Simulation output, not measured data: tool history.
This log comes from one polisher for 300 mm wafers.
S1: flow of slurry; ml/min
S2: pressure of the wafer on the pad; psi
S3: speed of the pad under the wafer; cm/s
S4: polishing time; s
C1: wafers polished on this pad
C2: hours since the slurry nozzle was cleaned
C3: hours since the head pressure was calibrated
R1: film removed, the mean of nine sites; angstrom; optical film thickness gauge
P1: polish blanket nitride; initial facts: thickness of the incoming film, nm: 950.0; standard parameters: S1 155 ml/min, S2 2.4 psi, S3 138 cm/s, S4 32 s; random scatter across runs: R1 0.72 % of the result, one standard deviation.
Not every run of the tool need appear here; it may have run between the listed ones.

| run | hour | S1 | S2 | S3 | S4 | C1 | C2 | C3 | R1 |
|---|---|---|---|---|---|---|---|---|---|
| 1 | 4.8 | 155 | 2.4 | 138 | 32 | 352 | 98.5 | 335.4 | 414.69 |
| 2 | 10.1 | 155 | 2.4 | 138 | 32 | 431 | 103.8 | 340.7 | 419.01 |
| 3 | 14.9 | 155 | 2.4 | 138 | 45 | 503 | 108.6 | 345.5 | 586.96 |
| 4 | 25.0 | 155 | 2.4 | 138 | 32 | 653 | 118.7 | 355.6 | 420.49 |
| 5 | 35.1 | 155 | 2.4 | 210 | 32 | 804 | 128.8 | 365.7 | 586.84 |
|  | 37.8 | head pressure recalibrated |
| 6 | 43.0 | 155 | 1.6 | 138 | 32 | 922 | 136.7 | 5.3 | 275.65 |
| 7 | 49.1 | 155 | 2.4 | 90 | 32 | 1013 | 142.8 | 11.4 | 293.40 |
| 8 | 54.8 | 110 | 2.4 | 138 | 43 | 1099 | 148.5 | 17.1 | 522.97 |
| 9 | 63.9 | 155 | 3.3 | 138 | 32 | 1235 | 157.6 | 26.2 | 569.18 |
|  | 69.4 | slurry nozzle cleaned |
| 10 | 74.1 | 240 | 2.4 | 138 | 32 | 1387 | 4.8 | 36.4 | 444.35 |
| 11 | 80.7 | 155 | 2.4 | 138 | 32 | 1486 | 11.4 | 43.0 | 419.02 |
| 12 | 89.1 | 155 | 2.4 | 138 | 32 | 1611 | 19.8 | 51.4 | 417.15 |
| 13 | 95.6 | 155 | 2.4 | 138 | 21 | 1708 | 26.3 | 57.9 | 275.29 |
| 14 | 104.2 | 95 | 2.4 | 138 | 32 | 1837 | 34.9 | 66.5 | 377.37 |
| 15 | 111.5 | 155 | 2.4 | 138 | 32 | 1946 | 42.2 | 73.8 | 417.75 |
| 16 | 121.1 | 155 | 2.4 | 138 | 32 | 2089 | 51.8 | 83.4 | 413.87 |
| 17 | 131.4 | 155 | 2.4 | 138 | 32 | 2243 | 62.1 | 93.7 | 402.73 |
| 18 | 140.5 | 155 | 2.4 | 138 | 32 | 2379 | 71.2 | 102.8 | 402.93 |
| 19 | 149.4 | 155 | 2.4 | 138 | 32 | 2512 | 80.1 | 111.7 | 396.26 |
| 20 | 160.4 | 155 | 2.4 | 138 | 32 | 2676 | 91.1 | 122.7 | 391.48 |
|  | 162.7 | head pressure recalibrated |
| 21 | 166.5 | 155 | 2.4 | 138 | 32 | 2767 | 97.2 | 3.8 | 384.84 |
| 22 | 171.5 | 155 | 2.4 | 138 | 32 | 2842 | 102.2 | 8.8 | 387.09 |
| 23 | 176.6 | 155 | 2.4 | 138 | 32 | 2918 | 107.3 | 13.9 | 386.64 |
| 24 | 184.4 | 155 | 2.4 | 138 | 32 | 3035 | 115.1 | 21.7 | 386.01 |
| 25 | 192.8 | 155 | 2.4 | 138 | 32 | 3160 | 123.5 | 30.1 | 385.85 |

The log shows P1 creeping away from where it was. Any of the 2 causes listed here, at the size stated for it, fits the log just as well as the others:
A: slurry flow missing at the pad, % = 33.2
B: removal rate lost through wear of the pad, % = 7.8
The onset of the drift is placed at about hour 121.1.
Why every other cause is out:
head's pressure below its setpoint, %: work on it at hour 162.7, done after the drift set in, did not restore what the process gave before

4 check runs are offered, each on 5 wafers whose results are averaged, their results left as question marks. Which one tells the causes apart?
| check 1 | 201.2 | 155 | 1.8 | 92 | 32 |  |  |  | ? |
| check 2 | 201.2 | 235 | 2.4 | 138 | 32 |  |  |  | ? |
| check 3 | 201.2 | 155 | 2.4 | 180 | 25 |  |  |  | ? |
| check 4 | 201.2 | 155 | 2.4 | 206 | 42 |  |  |  | ? |

Predicted outcomes, by check and by cause:
| check | result | if A | if B |
|---|---|---|---|
| check 1 | R1 | 209.30 | 209.32 |
| check 2 | R1 | 419.56 | 408.85 |
| check 3 | R1 | 372.98 | 373.01 |
| check 4 | R1 | 698.02 | 698.08 |
Minimum pairwise separation of causes per check, each pair taken at its best-separating result: check 1 0.01 %; check 2 2.59 %; check 3 0.01 %; check 4 0.01 %
The other checks would show nearly matching results whichever cause is true, so check 2 is the only one that separates the causes.

With check 2 done, the readings were: R1 420.73 angstrom. Identify which of the listed causes applies.

It is A: slurry flow missing at the pad, %.
